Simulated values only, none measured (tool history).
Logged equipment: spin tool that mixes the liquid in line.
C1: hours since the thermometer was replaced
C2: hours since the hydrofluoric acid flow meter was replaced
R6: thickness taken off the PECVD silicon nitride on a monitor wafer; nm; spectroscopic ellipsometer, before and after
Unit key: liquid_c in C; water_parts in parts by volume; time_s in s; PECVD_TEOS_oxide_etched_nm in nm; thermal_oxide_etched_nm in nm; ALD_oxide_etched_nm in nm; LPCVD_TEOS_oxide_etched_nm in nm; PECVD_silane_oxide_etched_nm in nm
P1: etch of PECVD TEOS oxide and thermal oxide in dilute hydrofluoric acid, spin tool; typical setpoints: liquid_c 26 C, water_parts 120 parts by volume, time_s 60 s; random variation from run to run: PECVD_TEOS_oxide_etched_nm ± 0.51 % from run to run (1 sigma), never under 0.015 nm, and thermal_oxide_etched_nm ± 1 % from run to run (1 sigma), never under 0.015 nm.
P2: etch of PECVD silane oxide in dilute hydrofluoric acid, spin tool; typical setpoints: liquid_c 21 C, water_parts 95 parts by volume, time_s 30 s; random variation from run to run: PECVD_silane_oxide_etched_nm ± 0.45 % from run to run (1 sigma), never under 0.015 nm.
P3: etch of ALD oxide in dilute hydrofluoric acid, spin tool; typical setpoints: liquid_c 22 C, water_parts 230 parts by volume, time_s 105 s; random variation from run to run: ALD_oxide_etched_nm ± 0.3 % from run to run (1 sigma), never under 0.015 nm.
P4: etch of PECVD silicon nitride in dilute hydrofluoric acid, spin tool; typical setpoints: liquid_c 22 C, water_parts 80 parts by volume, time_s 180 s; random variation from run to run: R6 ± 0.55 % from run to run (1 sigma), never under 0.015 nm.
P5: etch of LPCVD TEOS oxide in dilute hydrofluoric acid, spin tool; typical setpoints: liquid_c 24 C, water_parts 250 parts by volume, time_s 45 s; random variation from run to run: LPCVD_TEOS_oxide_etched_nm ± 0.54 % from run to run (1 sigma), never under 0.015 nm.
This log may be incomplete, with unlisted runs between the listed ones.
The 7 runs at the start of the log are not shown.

Run 8, day 2.758: process P1, liquid_c 22 C, water_parts 120 parts by volume, time_s 60 s; C1 354.9; C2 339.4. Result: PECVD_TEOS_oxide_etched_nm 4.0629 nm, thermal_oxide_etched_nm 2.2021 nm.
Run 9, day 3.158: process P3, liquid_c 22 C, water_parts 230 parts by volume, time_s 105 s; C1 364.5; C2 349. Result: ALD_oxide_etched_nm 9.0089 nm.
Run 10, day 3.496: process P2, liquid_c 21 C, water_parts 95 parts by volume, time_s 60 s; C1 372.6; C2 357.1. Result: PECVD_silane_oxide_etched_nm 27.876 nm.
Run 11, day 3.842: process P5, liquid_c 24 C, water_parts 250 parts by volume, time_s 15 s; C1 380.9; C2 365.4. Result: LPCVD_TEOS_oxide_etched_nm 1.5048 nm.
Run 12, day 4.279: process P4, liquid_c 22 C, water_parts 80 parts by volume, time_s 180 s; C1 391.4; C2 375.9. Result: R6 8.6228 nm.
Run 13, day 4.583: process P2, liquid_c 17 C, water_parts 95 parts by volume, time_s 30 s; C1 398.7; C2 383.2. Result: PECVD_silane_oxide_etched_nm 11.835 nm.
Run 14, day 5.104: process P5, liquid_c 24 C, water_parts 250 parts by volume, time_s 45 s; C1 411.2; C2 395.7. Result: LPCVD_TEOS_oxide_etched_nm 4.5404 nm.
Run 15, day 5.575: process P1, liquid_c 26 C, water_parts 120 parts by volume, time_s 95 s; C1 422.5; C2 407. Result: PECVD_TEOS_oxide_etched_nm 7.5282 nm, thermal_oxide_etched_nm 4.0293 nm.
Run 16, day 6.017: process P4, liquid_c 22 C, water_parts 80 parts by volume, time_s 355 s; C1 433.1; C2 417.6. Result: R6 16.981 nm.
Run 17, day 6.317: process P2, liquid_c 21 C, water_parts 95 parts by volume, time_s 30 s; C1 440.3; C2 424.8. Result: PECVD_silane_oxide_etched_nm 14.037 nm.
Run 18, day 6.625: process P1, liquid_c 32.5 C, water_parts 120 parts by volume, time_s 60 s; C1 447.7; C2 432.2. Result: PECVD_TEOS_oxide_etched_nm 6.1013 nm, thermal_oxide_etched_nm 3.2376 nm.
Run 19, day 7.038: process P3, liquid_c 22 C, water_parts 355 parts by volume, time_s 105 s; C1 457.6; C2 442.1. Result: ALD_oxide_etched_nm 5.199 nm.
Run 20, day 7.604: process P1, liquid_c 26 C, water_parts 50 parts by volume, time_s 60 s; C1 471.2; C2 455.7. Result: PECVD_TEOS_oxide_etched_nm 12.663 nm, thermal_oxide_etched_nm 6.6166 nm.
Run 21, day 8.146: process P1, liquid_c 26 C, water_parts 120 parts by volume, time_s 60 s; C1 484.2; C2 468.7. Result: PECVD_TEOS_oxide_etched_nm 4.7215 nm, thermal_oxide_etched_nm 2.5369 nm.
Run 22, day 8.492: process P4, liquid_c 22 C, water_parts 80 parts by volume, time_s 180 s; C1 492.5; C2 477. Result: R6 8.5884 nm.
Run 23, day 8.858: process P4, liquid_c 22 C, water_parts 30 parts by volume, time_s 180 s; C1 501.3; C2 485.8. Result: R6 22.243 nm.
At day 9.133: thermometer replaced.
Run 24, day 9.217: process P4, liquid_c 30 C, water_parts 80 parts by volume, time_s 180 s; C1 2; C2 494.4. Result: R6 14.584 nm.

What will run 25 give?
Run 25, day 9.704: process P1, liquid_c 26 C, water_parts 120 parts by volume, time_s 30 s; C1 13.7; C2 506.1. Result: PECVD_TEOS_oxide_etched_nm ?, thermal_oxide_etched_nm ?.

Run 25 produced PECVD_TEOS_oxide_etched_nm 2.3881 nm, thermal_oxide_etched_nm 1.2366 nm.
